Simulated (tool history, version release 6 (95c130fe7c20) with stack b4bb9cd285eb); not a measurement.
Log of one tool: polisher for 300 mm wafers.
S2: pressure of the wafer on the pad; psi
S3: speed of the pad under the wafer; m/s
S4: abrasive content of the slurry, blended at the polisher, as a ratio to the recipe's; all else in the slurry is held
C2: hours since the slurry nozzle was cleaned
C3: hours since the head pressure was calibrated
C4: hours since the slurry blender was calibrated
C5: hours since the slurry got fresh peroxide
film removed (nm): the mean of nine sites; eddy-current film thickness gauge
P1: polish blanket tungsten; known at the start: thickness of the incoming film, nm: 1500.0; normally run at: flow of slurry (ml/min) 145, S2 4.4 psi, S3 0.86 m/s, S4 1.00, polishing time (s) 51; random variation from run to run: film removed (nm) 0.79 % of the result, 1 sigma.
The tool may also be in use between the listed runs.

Run 1, hour 13.0: flow of slurry (ml/min) 145, S2 4.4 psi, S3 0.86 m/s, S4 1.00, polishing time (s) 51; wafers polished on this pad 605; C2 70.5; C3 442.8; C4 234.5; C5 48.3. Result: film removed (nm) 232.07.
Run 2, hour 22.3: flow of slurry (ml/min) 145, S2 5.7 psi, S3 0.86 m/s, S4 1.00, polishing time (s) 51; wafers polished on this pad 677; C2 79.8; C3 452.1; C4 243.8; C5 57.6. Result: film removed (nm) 303.39.
Run 3, hour 36.0: flow of slurry (ml/min) 145, S2 4.4 psi, S3 0.86 m/s, S4 1.00, polishing time (s) 51; wafers polished on this pad 783; C2 93.5; C3 465.8; C4 257.5; C5 71.3. Result: film removed (nm) 234.66.
Run 4, hour 47.8: flow of slurry (ml/min) 145, S2 4.4 psi, S3 0.86 m/s, S4 0.75, polishing time (s) 51; wafers polished on this pad 874; C2 105.3; C3 477.6; C4 269.3; C5 83.1. Result: film removed (nm) 220.88.
Run 5, hour 57.5: flow of slurry (ml/min) 145, S2 4.4 psi, S3 0.86 m/s, S4 1.00, polishing time (s) 73; wafers polished on this pad 949; C2 115.0; C3 487.3; C4 279.0; C5 92.8. Result: film removed (nm) 334.15.
Run 6, hour 69.1: flow of slurry (ml/min) 145, S2 4.4 psi, S3 0.86 m/s, S4 1.00, polishing time (s) 33; wafers polished on this pad 1039; C2 126.6; C3 498.9; C4 290.6; C5 104.4. Result: film removed (nm) 151.22.
Run 7, hour 80.6: flow of slurry (ml/min) 145, S2 4.4 psi, S3 0.86 m/s, S4 1.00, polishing time (s) 51; wafers polished on this pad 1128; C2 138.1; C3 510.4; C4 302.1; C5 115.9. Result: film removed (nm) 233.61.
At hour 85.4: slurry blender recalibrated.
Run 8, hour 94.8: flow of slurry (ml/min) 230, S2 4.4 psi, S3 0.86 m/s, S4 1.00, polishing time (s) 51; wafers polished on this pad 1238; C2 152.3; C3 524.6; C4 9.5; C5 130.1. Result: film removed (nm) 249.14.
At hour 96.4: slurry nozzle cleaned.
Run 9, hour 101.6: flow of slurry (ml/min) 145, S2 4.4 psi, S3 0.42 m/s, S4 1.00, polishing time (s) 51; wafers polished on this pad 1291; C2 5.2; C3 531.4; C4 16.3; C5 136.9. Result: film removed (nm) 113.12.
Run 10, hour 110.9: flow of slurry (ml/min) 145, S2 4.4 psi, S3 0.86 m/s, S4 1.35, polishing time (s) 51; wafers polished on this pad 1363; C2 14.5; C3 540.7; C4 25.6; C5 146.2. Result: film removed (nm) 253.93.
Run 11, hour 124.8: flow of slurry (ml/min) 85, S2 4.4 psi, S3 0.86 m/s, S4 1.00, polishing time (s) 51; wafers polished on this pad 1471; C2 28.4; C3 554.6; C4 39.5; C5 160.1. Result: film removed (nm) 208.80.
Run 12, hour 137.0: flow of slurry (ml/min) 145, S2 4.4 psi, S3 0.86 m/s, S4 0.70, polishing time (s) 64; wafers polished on this pad 1565; C2 40.6; C3 566.8; C4 51.7; C5 172.3. Result: film removed (nm) 270.82.
Run 13, hour 144.0: flow of slurry (ml/min) 85, S2 4.4 psi, S3 0.86 m/s, S4 0.75, polishing time (s) 51; wafers polished on this pad 1619; C2 47.6; C3 573.8; C4 58.7; C5 179.3. Result: film removed (nm) 193.11.
Run 14, hour 151.3: flow of slurry (ml/min) 145, S2 4.4 psi, S3 0.86 m/s, S4 1.00, polishing time (s) 51; wafers polished on this pad 1676; C2 54.9; C3 581.1; C4 66.0; C5 186.6. Result: film removed (nm) 234.20.
Run 15, hour 165.1: flow of slurry (ml/min) 145, S2 4.4 psi, S3 1.34 m/s, S4 1.00, polishing time (s) 51; wafers polished on this pad 1783; C2 68.7; C3 594.9; C4 79.8; C5 200.4. Result: film removed (nm) 361.71.
Run 16, hour 177.2: flow of slurry (ml/min) 145, S2 2.9 psi, S3 0.86 m/s, S4 1.00, polishing time (s) 51; wafers polished on this pad 1876; C2 80.8; C3 607.0; C4 91.9; C5 212.5. Result: film removed (nm) 153.67.
Run 17, hour 189.5: flow of slurry (ml/min) 145, S2 4.4 psi, S3 0.86 m/s, S4 1.00, polishing time (s) 51; wafers polished on this pad 1972; C2 93.1; C3 619.3; C4 104.2; C5 224.8. Result: film removed (nm) 236.87.
Run 18, hour 202.2: flow of slurry (ml/min) 145, S2 4.4 psi, S3 0.86 m/s, S4 1.00, polishing time (s) 51; wafers polished on this pad 2070; C2 105.8; C3 632.0; C4 116.9; C5 237.5. Result: film removed (nm) 225.35.
Run 19, hour 214.8: flow of slurry (ml/min) 145, S2 4.4 psi, S3 0.86 m/s, S4 1.00, polishing time (s) 51; wafers polished on this pad 2168; C2 118.4; C3 644.6; C4 129.5; C5 250.1. Result: film removed (nm) 219.50.
Run 20, hour 225.4: flow of slurry (ml/min) 145, S2 4.4 psi, S3 0.86 m/s, S4 1.00, polishing time (s) 51; wafers polished on this pad 2250; C2 129.0; C3 655.2; C4 140.1; C5 260.7. Result: film removed (nm) 218.88.
At hour 233.0: worn pad replaced by a new one.
Run 21, hour 237.4: flow of slurry (ml/min) 145, S2 4.4 psi, S3 0.86 m/s, S4 1.00, polishing time (s) 51; wafers polished on this pad 34; C2 141.0; C3 667.2; C4 152.1; C5 272.7. Result: film removed (nm) 217.61.
Run 22, hour 243.6: flow of slurry (ml/min) 145, S2 4.4 psi, S3 0.86 m/s, S4 1.00, polishing time (s) 51; wafers polished on this pad 82; C2 147.2; C3 673.4; C4 158.3; C5 278.9. Result: film removed (nm) 215.70.
Run 23, hour 253.2: flow of slurry (ml/min) 145, S2 4.4 psi, S3 0.86 m/s, S4 1.00, polishing time (s) 51; wafers polished on this pad 156; C2 156.8; C3 683.0; C4 167.9; C5 288.5. Result: film removed (nm) 214.33.
Run 24, hour 259.5: flow of slurry (ml/min) 145, S2 4.4 psi, S3 0.86 m/s, S4 1.00, polishing time (s) 51; wafers polished on this pad 205; C2 163.1; C3 689.3; C4 174.2; C5 294.8. Result: film removed (nm) 216.31.
At hour 260.2: head pressure recalibrated.
At hour 264.3: slurry tank refilled with fresh slurry and peroxide.
Run 25, hour 271.4: flow of slurry (ml/min) 145, S2 4.4 psi, S3 0.86 m/s, S4 1.00, polishing time (s) 51; wafers polished on this pad 297; C2 175.0; C3 11.2; C4 186.1; C5 7.2. Result: film removed (nm) 214.32.
Run 26, hour 283.3: flow of slurry (ml/min) 145, S2 4.4 psi, S3 0.86 m/s, S4 1.00, polishing time (s) 51; wafers polished on this pad 389; C2 186.9; C3 23.1; C4 198.0; C5 19.1. Result: film removed (nm) 212.86.
Run 27, hour 292.3: flow of slurry (ml/min) 145, S2 4.4 psi, S3 0.86 m/s, S4 1.00, polishing time (s) 51; wafers polished on this pad 459; C2 195.9; C3 32.1; C4 207.0; C5 28.1. Result: film removed (nm) 210.55.

What P1 gives has crept away from where it was. These 2 causes fit the log equally well, each at the size given:
A: slurry flow missing at the pad, % = 35.2
B: abrasive missing from the slurry, % = 33.5
The creep began at about hour 189.5.
Why every other cause is out:
removal rate lost through wear of the pad, %: serviced at hour 233.0, which brought nothing back
head's pressure below its setpoint, %: serviced at hour 260.2, which brought nothing back
peroxide lost from the slurry, %: serviced at hour 264.3, which brought nothing back

4 check runs are offered, each on 2 wafers whose results are averaged, their results left as question marks. Which one tells the causes apart?
Run check 1, hour 301.3: flow of slurry (ml/min) 145, S2 4.4 psi, S3 0.52 m/s, S4 1.00, polishing time (s) 51. Result: film removed (nm) ?.
Run check 2, hour 301.3: flow of slurry (ml/min) 145, S2 4.4 psi, S3 0.66 m/s, S4 1.00, polishing time (s) 51. Result: film removed (nm) ?.
Run check 3, hour 301.3: flow of slurry (ml/min) 145, S2 5.6 psi, S3 0.86 m/s, S4 1.00, polishing time (s) 51. Result: film removed (nm) ?.
Run check 4, hour 301.3: flow of slurry (ml/min) 85, S2 4.4 psi, S3 0.86 m/s, S4 1.00, polishing time (s) 34. Result: film removed (nm) ?.

What each check would give under each cause:
  check             result    if A    if B
check 1  film removed (nm)  128.79  128.81
check 2  film removed (nm)  163.47  163.49
check 3  film removed (nm)  271.09  271.14
check 4  film removed (nm)  118.89  125.68
How far apart the two closest causes lie, in the result that separates them most: check 1 0.02 %; check 2 0.02 %; check 3 0.02 %; check 4 5.55 %
Only check 4 tells the causes apart: in the others they would give nearly the same result.

Check 4 was then run and gave: film removed (nm) 124.62. Which cause is it?

It is B: abrasive missing from the slurry, %.
